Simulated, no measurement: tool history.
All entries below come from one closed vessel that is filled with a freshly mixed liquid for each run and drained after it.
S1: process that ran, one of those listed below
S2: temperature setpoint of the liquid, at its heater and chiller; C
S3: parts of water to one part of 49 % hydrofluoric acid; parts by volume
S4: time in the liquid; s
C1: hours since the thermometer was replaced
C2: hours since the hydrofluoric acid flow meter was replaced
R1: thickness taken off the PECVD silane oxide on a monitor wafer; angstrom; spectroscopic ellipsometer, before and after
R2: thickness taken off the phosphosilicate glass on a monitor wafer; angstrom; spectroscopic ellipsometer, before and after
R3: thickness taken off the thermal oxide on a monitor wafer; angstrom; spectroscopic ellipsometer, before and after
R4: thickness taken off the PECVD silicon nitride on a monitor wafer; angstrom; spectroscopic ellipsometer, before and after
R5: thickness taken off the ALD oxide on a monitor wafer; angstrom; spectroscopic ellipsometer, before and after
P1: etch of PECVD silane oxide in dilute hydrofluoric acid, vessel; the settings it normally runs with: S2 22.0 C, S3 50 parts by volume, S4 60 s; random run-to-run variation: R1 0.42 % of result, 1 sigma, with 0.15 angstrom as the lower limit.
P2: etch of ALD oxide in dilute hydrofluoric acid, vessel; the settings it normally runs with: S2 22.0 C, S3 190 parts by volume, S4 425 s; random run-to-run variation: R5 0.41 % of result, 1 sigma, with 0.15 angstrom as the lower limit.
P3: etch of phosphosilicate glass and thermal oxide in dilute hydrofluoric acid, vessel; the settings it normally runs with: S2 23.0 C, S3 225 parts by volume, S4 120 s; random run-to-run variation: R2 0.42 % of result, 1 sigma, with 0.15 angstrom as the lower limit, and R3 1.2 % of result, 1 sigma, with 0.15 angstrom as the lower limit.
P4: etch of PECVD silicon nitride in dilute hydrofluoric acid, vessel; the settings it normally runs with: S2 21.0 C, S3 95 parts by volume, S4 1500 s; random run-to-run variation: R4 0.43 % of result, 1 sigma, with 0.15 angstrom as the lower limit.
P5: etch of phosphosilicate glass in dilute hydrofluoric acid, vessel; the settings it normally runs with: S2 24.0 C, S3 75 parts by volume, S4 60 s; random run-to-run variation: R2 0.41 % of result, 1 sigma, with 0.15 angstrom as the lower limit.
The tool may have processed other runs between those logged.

{"run": 1, "hour": 17.8, "S1": "P1", "S2": 22.0, "S3": 50, "S4": 60, "C1": 1240.0, "C2": 307.5, "R1": 178.35}
{"run": 2, "hour": 26.7, "S1": "P1", "S2": 22.0, "S3": 50, "S4": 60, "C1": 1248.9, "C2": 316.4, "R1": 177.29}
{"run": 3, "hour": 43.1, "S1": "P3", "S2": 23.0, "S3": 225, "S4": 30, "C1": 1265.3, "C2": 332.8, "R2": 116.72, "R3": 5.7159}
{"run": 4, "hour": 55.0, "S1": "P1", "S2": 22.0, "S3": 85, "S4": 100, "C1": 1277.2, "C2": 344.7, "R1": 167.61}
{"run": 5, "hour": 64.3, "S1": "P1", "S2": 22.0, "S3": 20, "S4": 60, "C1": 1286.5, "C2": 354.0, "R1": 460.75}
{"run": 6, "hour": 79.8, "S1": "P5", "S2": 24.0, "S3": 30, "S4": 60, "C1": 1302.0, "C2": 369.5, "R2": 2113.5}
{"run": 7, "hour": 93.4, "S1": "P1", "S2": 22.0, "S3": 70, "S4": 60, "C1": 1315.6, "C2": 383.1, "R1": 123.06}
{"run": 8, "hour": 102.6, "S1": "P3", "S2": 23.0, "S3": 225, "S4": 120, "C1": 1324.8, "C2": 392.3, "R2": 466.88, "R3": 23.259}
{"run": 9, "hour": 116.3, "S1": "P5", "S2": 24.0, "S3": 75, "S4": 30, "C1": 1338.5, "C2": 406.0, "R2": 400.83}
{"run": 10, "hour": 132.5, "S1": "P4", "S2": 29.0, "S3": 95, "S4": 1500, "C1": 1354.7, "C2": 422.2, "R4": 446.17}
{"run": 11, "hour": 144.3, "S1": "P1", "S2": 27.0, "S3": 50, "S4": 60, "C1": 1366.5, "C2": 434.0, "R1": 217.16}
{"run": 12, "hour": 161.1, "S1": "P1", "S2": 22.0, "S3": 50, "S4": 35, "C1": 1383.3, "C2": 450.8, "R1": 103.11}
{"run": 13, "hour": 170.3, "S1": "P2", "S2": 22.0, "S3": 190, "S4": 425, "C1": 1392.5, "C2": 460.0, "R5": 194.26}
{"hour": 175.0, "done": "hydrofluoric acid flow meter replaced"}
{"run": 14, "hour": 182.5, "S1": "P3", "S2": 23.0, "S3": 225, "S4": 120, "C1": 1404.7, "C2": 7.6, "R2": 466.4, "R3": 23.319}
{"run": 15, "hour": 190.4, "S1": "P2", "S2": 22.0, "S3": 190, "S4": 695, "C1": 1412.6, "C2": 15.5, "R5": 317.05}
{"run": 16, "hour": 206.0, "S1": "P4", "S2": 21.0, "S3": 95, "S4": 1500, "C1": 1428.2, "C2": 31.1, "R4": 260.86}
{"run": 17, "hour": 223.9, "S1": "P2", "S2": 17.0, "S3": 190, "S4": 425, "C1": 1446.1, "C2": 49.0, "R5": 159.71}
{"run": 18, "hour": 235.8, "S1": "P1", "S2": 22.0, "S3": 50, "S4": 60, "C1": 1458.0, "C2": 60.9, "R1": 177.21}
{"run": 19, "hour": 246.7, "S1": "P4", "S2": 21.0, "S3": 170, "S4": 1500, "C1": 1468.9, "C2": 71.8, "R4": 148.03}
{"run": 20, "hour": 263.0, "S1": "P1", "S2": 22.0, "S3": 50, "S4": 60, "C1": 1485.2, "C2": 88.1, "R1": 178.13}
{"run": 21, "hour": 276.1, "S1": "P5", "S2": 24.0, "S3": 75, "S4": 60, "C1": 1498.3, "C2": 101.2, "R2": 805.88}
{"run": 22, "hour": 284.5, "S1": "P1", "S2": 17.0, "S3": 50, "S4": 60, "C1": 1506.7, "C2": 109.6, "R1": 143.11}
{"run": 23, "hour": 294.5, "S1": "P2", "S2": 22.0, "S3": 190, "S4": 425, "C1": 1516.7, "C2": 119.6, "R5": 194.33}
{"run": 24, "hour": 303.3, "S1": "P1", "S2": 22.0, "S3": 50, "S4": 100, "C1": 1525.5, "C2": 128.4, "R1": 297.76}
{"run": 25, "hour": 317.5, "S1": "P1", "S2": 22.0, "S3": 50, "S4": 60, "C1": 1539.7, "C2": 142.6, "R1": 178.1}
{"run": 26, "hour": 335.4, "S1": "P1", "S2": 22.0, "S3": 50, "S4": 60, "C1": 1557.6, "C2": 160.5, "R1": 177.68}
{"run": 27, "hour": 353.3, "S1": "P5", "S2": 20.5, "S3": 75, "S4": 60, "C1": 1575.5, "C2": 178.4, "R2": 693.89}
{"run": 28, "hour": 370.2, "S1": "P3", "S2": 23.0, "S3": 70, "S4": 120, "C1": 1592.4, "C2": 195.3, "R2": 1783.7, "R3": 88.768}
{"run": 29, "hour": 380.3, "S1": "P4", "S2": 21.0, "S3": 95, "S4": 315, "C1": 1602.5, "C2": 205.4, "R4": 54.776}
{"run": 30, "hour": 398.2, "S1": "P1", "S2": 18.5, "S3": 50, "S4": 30, "C1": 1620.4, "C2": 223.3, "R1": 76.527}
{"run": 31, "hour": 408.6, "S1": "P3", "S2": 26.5, "S3": 225, "S4": 120, "C1": 1630.8, "C2": 233.7, "R2": 532.88, "R3": 26.367}
{"run": 32, "hour": 416.6, "S1": "P2", "S2": 22.0, "S3": 95, "S4": 425, "C1": 1638.8, "C2": 241.7, "R5": 434.47}
{"run": 33, "hour": 431.5, "S1": "P1", "S2": 22.0, "S3": 50, "S4": 60, "C1": 1653.7, "C2": 256.6, "R1": 177.38}
{"run": 34, "hour": 441.0, "S1": "P1", "S2": 22.0, "S3": 50, "S4": 60, "C1": 1663.2, "C2": 266.1, "R1": 174.0}
{"run": 35, "hour": 456.6, "S1": "P1", "S2": 22.0, "S3": 50, "S4": 60, "C1": 1678.8, "C2": 281.7, "R1": 170.44}
{"run": 36, "hour": 464.6, "S1": "P1", "S2": 22.0, "S3": 50, "S4": 60, "C1": 1686.8, "C2": 289.7, "R1": 167.72}
{"run": 37, "hour": 482.2, "S1": "P1", "S2": 22.0, "S3": 50, "S4": 60, "C1": 1704.4, "C2": 307.3, "R1": 166.64}
{"run": 38, "hour": 494.7, "S1": "P1", "S2": 22.0, "S3": 50, "S4": 60, "C1": 1716.9, "C2": 319.8, "R1": 165.91}
{"run": 39, "hour": 506.6, "S1": "P1", "S2": 22.0, "S3": 50, "S4": 60, "C1": 1728.8, "C2": 331.7, "R1": 165.64}
{"run": 40, "hour": 522.8, "S1": "P1", "S2": 22.0, "S3": 50, "S4": 60, "C1": 1745.0, "C2": 347.9, "R1": 166.0}
{"run": 41, "hour": 538.3, "S1": "P1", "S2": 22.0, "S3": 50, "S4": 60, "C1": 1760.5, "C2": 363.4, "R1": 164.17}
{"run": 42, "hour": 554.9, "S1": "P1", "S2": 22.0, "S3": 50, "S4": 60, "C1": 1777.1, "C2": 380.0, "R1": 165.18}
{"run": 43, "hour": 569.8, "S1": "P1", "S2": 22.0, "S3": 50, "S4": 60, "C1": 1792.0, "C2": 394.9, "R1": 164.66}

P1 has crept away from where it was. The log is fitted equally well by each of these 2 causes, at the sizes shown:
A: liquid colder than its thermometer reads (K) = 1.83
B: hydrofluoric acid flow below the setpoint (%) = 6.97
The drift started at roughly hour 431.5.

Consider the 4 single-wafer check runs listed below, results given as question marks: which one distinguishes between the causes by giving clearly different results for each?
{"run": "check 1", "hour": 584.7, "S1": "P3", "S2": 23.0, "S3": 75, "S4": 30, "R2": "?", "R3": "?"}
{"run": "check 2", "hour": 584.7, "S1": "P4", "S2": 29.0, "S3": 130, "S4": 1500, "R4": "?"}
{"run": "check 3", "hour": 584.7, "S1": "P2", "S2": 22.0, "S3": 120, "S4": 625, "R5": "?"}
{"run": "check 4", "hour": 584.7, "S1": "P5", "S2": 20.5, "S3": 75, "S4": 30, "R2": "?"}

How each check would come out, cause by cause:
check=check_1 result=R2 if_A=385.34 if_B=383.74
check=check_1 result=R3 if_A=19.0890 if_B=19.0100
check=check_2 result=R4 if_A=288.250 if_B=300.660
check=check_3 result=R5 if_A=453.69 if_B=449.65
check=check_4 result=R2 if_A=321.50 if_B=320.81
Separation of the two closest causes in each check, using whichever result separates them best: check 1 0.42 %; check 2 4.21 %; check 3 0.89 %; check 4 0.22 %
Only in check 2 would the causes give clearly different results; in the remaining checks their results would be nearly the same.

Then check 2 was run and gave: R4 286.210 angstrom. Which cause is it?

It is A: liquid colder than its thermometer reads (K).

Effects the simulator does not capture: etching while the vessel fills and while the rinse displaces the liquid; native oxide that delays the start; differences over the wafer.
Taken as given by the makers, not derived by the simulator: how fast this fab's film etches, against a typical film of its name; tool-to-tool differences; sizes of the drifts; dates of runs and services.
